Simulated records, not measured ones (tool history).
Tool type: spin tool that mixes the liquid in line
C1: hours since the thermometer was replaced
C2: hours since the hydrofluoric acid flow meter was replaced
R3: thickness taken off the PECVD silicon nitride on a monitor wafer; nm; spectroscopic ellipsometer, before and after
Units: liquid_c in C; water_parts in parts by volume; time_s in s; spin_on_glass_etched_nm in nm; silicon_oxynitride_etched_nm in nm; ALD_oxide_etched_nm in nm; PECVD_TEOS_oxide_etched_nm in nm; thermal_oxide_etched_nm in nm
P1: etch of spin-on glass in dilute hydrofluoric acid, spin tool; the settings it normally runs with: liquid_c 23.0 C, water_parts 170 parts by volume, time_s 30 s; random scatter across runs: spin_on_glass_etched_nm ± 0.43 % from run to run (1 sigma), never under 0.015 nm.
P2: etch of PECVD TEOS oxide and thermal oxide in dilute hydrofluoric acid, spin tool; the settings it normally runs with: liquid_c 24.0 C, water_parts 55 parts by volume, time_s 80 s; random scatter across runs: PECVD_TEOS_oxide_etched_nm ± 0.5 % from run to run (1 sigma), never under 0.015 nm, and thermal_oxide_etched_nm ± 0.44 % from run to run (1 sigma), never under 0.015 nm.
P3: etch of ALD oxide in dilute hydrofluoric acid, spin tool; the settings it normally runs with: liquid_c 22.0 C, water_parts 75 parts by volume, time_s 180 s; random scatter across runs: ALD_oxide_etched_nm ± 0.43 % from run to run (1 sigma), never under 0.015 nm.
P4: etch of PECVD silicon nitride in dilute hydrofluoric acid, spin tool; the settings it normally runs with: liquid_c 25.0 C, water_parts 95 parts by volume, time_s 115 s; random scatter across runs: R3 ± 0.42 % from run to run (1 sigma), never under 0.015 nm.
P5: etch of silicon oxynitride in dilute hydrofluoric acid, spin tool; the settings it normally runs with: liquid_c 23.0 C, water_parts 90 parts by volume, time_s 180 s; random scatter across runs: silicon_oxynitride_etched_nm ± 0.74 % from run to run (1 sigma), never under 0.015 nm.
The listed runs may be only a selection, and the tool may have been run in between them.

run 1 hour=5.7 | process=P1 liquid_c=23.0 water_parts=170 time_s=30 | C1=587.1 C2=788.5 | spin_on_glass_etched_nm=9.4884
run 2 hour=13.3 | process=P1 liquid_c=23.0 water_parts=170 time_s=30 | C1=594.7 C2=796.1 | spin_on_glass_etched_nm=9.4156
run 3 hour=24.4 | process=P5 liquid_c=23.0 water_parts=90 time_s=180 | C1=605.8 C2=807.2 | silicon_oxynitride_etched_nm=2.8111
run 4 hour=33.8 | process=P4 liquid_c=25.0 water_parts=95 time_s=15 | C1=615.2 C2=816.6 | R3=0.73889
run 5 hour=44.4 | process=P3 liquid_c=22.0 water_parts=75 time_s=15 | C1=625.8 C2=827.2 | ALD_oxide_etched_nm=1.8471
run 6 hour=55.7 | process=P1 liquid_c=23.0 water_parts=170 time_s=30 | C1=637.1 C2=838.5 | spin_on_glass_etched_nm=9.3951
run 7 hour=65.5 | process=P2 liquid_c=24.0 water_parts=55 time_s=80 | C1=646.9 C2=848.3 | PECVD_TEOS_oxide_etched_nm=15.8500 thermal_oxide_etched_nm=7.3387
run 8 hour=77.3 | process=P3 liquid_c=22.0 water_parts=75 time_s=180 | C1=658.7 C2=860.1 | ALD_oxide_etched_nm=22.4050
run 9 hour=89.9 | process=P4 liquid_c=17.0 water_parts=95 time_s=115 | C1=671.3 C2=872.7 | R3=3.32580
run 10 hour=102.9 | process=P1 liquid_c=27.5 water_parts=170 time_s=30 | C1=684.3 C2=885.7 | spin_on_glass_etched_nm=11.0880
run 11 hour=109.1 | process=P1 liquid_c=23.0 water_parts=170 time_s=30 | C1=690.5 C2=891.9 | spin_on_glass_etched_nm=9.4948
run 12 hour=117.1 | process=P4 liquid_c=25.0 water_parts=95 time_s=115 | C1=698.5 C2=899.9 | R3=5.72030
run 13 hour=127.8 | process=P3 liquid_c=22.0 water_parts=140 time_s=180 | C1=709.2 C2=910.6 | ALD_oxide_etched_nm=11.0880
run 14 hour=135.4 | process=P1 liquid_c=23.0 water_parts=170 time_s=55 | C1=716.8 C2=918.2 | spin_on_glass_etched_nm=17.1660
run 15 hour=142.4 | process=P5 liquid_c=17.0 water_parts=90 time_s=180 | C1=723.8 C2=925.2 | silicon_oxynitride_etched_nm=2.0887
run 16 hour=148.7 | process=P1 liquid_c=23.0 water_parts=170 time_s=15 | C1=730.1 C2=931.5 | spin_on_glass_etched_nm=4.7352
run 17 hour=160.5 | process=P5 liquid_c=23.0 water_parts=165 time_s=180 | C1=741.9 C2=943.3 | silicon_oxynitride_etched_nm=1.4569
run 18 hour=172.1 | process=P1 liquid_c=23.0 water_parts=170 time_s=30 | C1=753.5 C2=954.9 | spin_on_glass_etched_nm=9.3617
run 19 hour=178.3 | process=P5 liquid_c=23.0 water_parts=90 time_s=310 | C1=759.7 C2=961.1 | silicon_oxynitride_etched_nm=4.8883
run 20 hour=190.4 | process=P3 liquid_c=30.0 water_parts=75 time_s=180 | C1=771.8 C2=973.2 | ALD_oxide_etched_nm=30.4490
run 21 hour=199.9 | process=P1 liquid_c=19.0 water_parts=170 time_s=30 | C1=781.3 C2=982.7 | spin_on_glass_etched_nm=8.0505
run 22 hour=208.3 | process=P4 liquid_c=25.0 water_parts=160 time_s=115 | C1=789.7 C2=991.1 | R3=3.41520
run 23 hour=214.8 | process=P2 liquid_c=28.0 water_parts=55 time_s=80 | C1=796.2 C2=997.6 | PECVD_TEOS_oxide_etched_nm=18.6430 thermal_oxide_etched_nm=8.6392
run 24 hour=220.8 | process=P1 liquid_c=18.5 water_parts=230 time_s=30 | C1=802.2 C2=1003.6 | spin_on_glass_etched_nm=5.5020
run 25 hour=227.7 | process=P2 liquid_c=24.0 water_parts=55 time_s=160 | C1=809.1 C2=1010.5 | PECVD_TEOS_oxide_etched_nm=31.5700 thermal_oxide_etched_nm=14.6360
run 26 hour=237.5 | process=P3 liquid_c=22.0 water_parts=75 time_s=180 | C1=818.9 C2=1020.3 | ALD_oxide_etched_nm=22.3390
run 27 hour=249.5 | process=P1 liquid_c=23.0 water_parts=315 time_s=30 | C1=830.9 C2=1032.3 | spin_on_glass_etched_nm=4.3445
-- hour=255.0 thermometer replaced
run 28 hour=256.1 | process=P1 liquid_c=23.0 water_parts=80 time_s=30 | C1=1.1 C2=1038.9 | spin_on_glass_etched_nm=22.0830
run 29 hour=267.7 | process=P2 liquid_c=24.0 water_parts=100 time_s=80 | C1=12.7 C2=1050.5 | PECVD_TEOS_oxide_etched_nm=8.2269 thermal_oxide_etched_nm=3.7963
run 30 hour=280.6 | process=P1 liquid_c=23.0 water_parts=170 time_s=30 | C1=25.6 C2=1063.4 | spin_on_glass_etched_nm=9.4205
run 31 hour=288.5 | process=P1 liquid_c=23.0 water_parts=170 time_s=30 | C1=33.5 C2=1071.3 | spin_on_glass_etched_nm=9.3671
run 32 hour=297.4 | process=P1 liquid_c=23.0 water_parts=170 time_s=30 | C1=42.4 C2=1080.2 | spin_on_glass_etched_nm=9.6213
run 33 hour=310.0 | process=P1 liquid_c=23.0 water_parts=170 time_s=30 | C1=55.0 C2=1092.8 | spin_on_glass_etched_nm=9.8230
run 34 hour=321.0 | process=P1 liquid_c=23.0 water_parts=170 time_s=30 | C1=66.0 C2=1103.8 | spin_on_glass_etched_nm=9.9833
run 35 hour=327.7 | process=P1 liquid_c=23.0 water_parts=170 time_s=30 | C1=72.7 C2=1110.5 | spin_on_glass_etched_nm=9.9615
run 36 hour=333.4 | process=P1 liquid_c=23.0 water_parts=170 time_s=30 | C1=78.4 C2=1116.2 | spin_on_glass_etched_nm=10.0200
run 37 hour=344.2 | process=P1 liquid_c=23.0 water_parts=170 time_s=30 | C1=89.2 C2=1127.0 | spin_on_glass_etched_nm=10.1670
run 38 hour=351.3 | process=P1 liquid_c=23.0 water_parts=170 time_s=30 | C1=96.3 C2=1134.1 | spin_on_glass_etched_nm=10.1050
run 39 hour=364.3 | process=P1 liquid_c=23.0 water_parts=170 time_s=30 | C1=109.3 C2=1147.1 | spin_on_glass_etched_nm=10.0670
run 40 hour=376.3 | process=P1 liquid_c=23.0 water_parts=170 time_s=30 | C1=121.3 C2=1159.1 | spin_on_glass_etched_nm=10.1750
run 41 hour=384.6 | process=P1 liquid_c=23.0 water_parts=170 time_s=30 | C1=129.6 C2=1167.4 | spin_on_glass_etched_nm=10.1960
run 42 hour=391.6 | process=P1 liquid_c=23.0 water_parts=170 time_s=30 | C1=136.6 C2=1174.4 | spin_on_glass_etched_nm=10.1550

P1 has crept away from where it was. The log is fitted equally well by each of these 2 causes, at the sizes shown:
A: hydrofluoric acid flow above the setpoint (%) = 6.58
B: liquid hotter than its thermometer reads (K) = 2
Onset of the creep was near hour 288.5.

Consider the 4 single-wafer check runs listed below, results given as question marks: which one distinguishes between the causes by giving clearly different results for each?
run check 1 hour=398.6 | process=P2 liquid_c=27.0 water_parts=95 time_s=80 | PECVD_TEOS_oxide_etched_nm=? thermal_oxide_etched_nm=?
run check 2 hour=398.6 | process=P3 liquid_c=22.0 water_parts=135 time_s=50 | ALD_oxide_etched_nm=?
run check 3 hour=398.6 | process=P4 liquid_c=20.0 water_parts=95 time_s=45 | R3=?
run check 4 hour=398.6 | process=P5 liquid_c=23.0 water_parts=160 time_s=180 | silicon_oxynitride_etched_nm=?

Check results expected under each cause:
check=check_1 result=PECVD_TEOS_oxide_etched_nm if_A=10.5040 if_B=10.5580
check=check_1 result=thermal_oxide_etched_nm if_A=4.8888 if_B=4.9137
check=check_2 result=ALD_oxide_etched_nm if_A=3.4516 if_B=3.4689
check=check_3 result=R3 if_A=1.70670 if_B=1.83610
check=check_4 result=silicon_oxynitride_etched_nm if_A=1.6031 if_B=1.6354
How far apart the two closest causes lie, in the result that separates them most: check 1 0.51 %; check 2 0.5 %; check 3 7.31 %; check 4 2 %
Only check 3 tells the causes apart: in the others they would give nearly the same result.

The results of check 3 are: R3 1.84420 nm. Based on these, which of the listed causes is it?

The cause is B: liquid hotter than its thermometer reads (K).
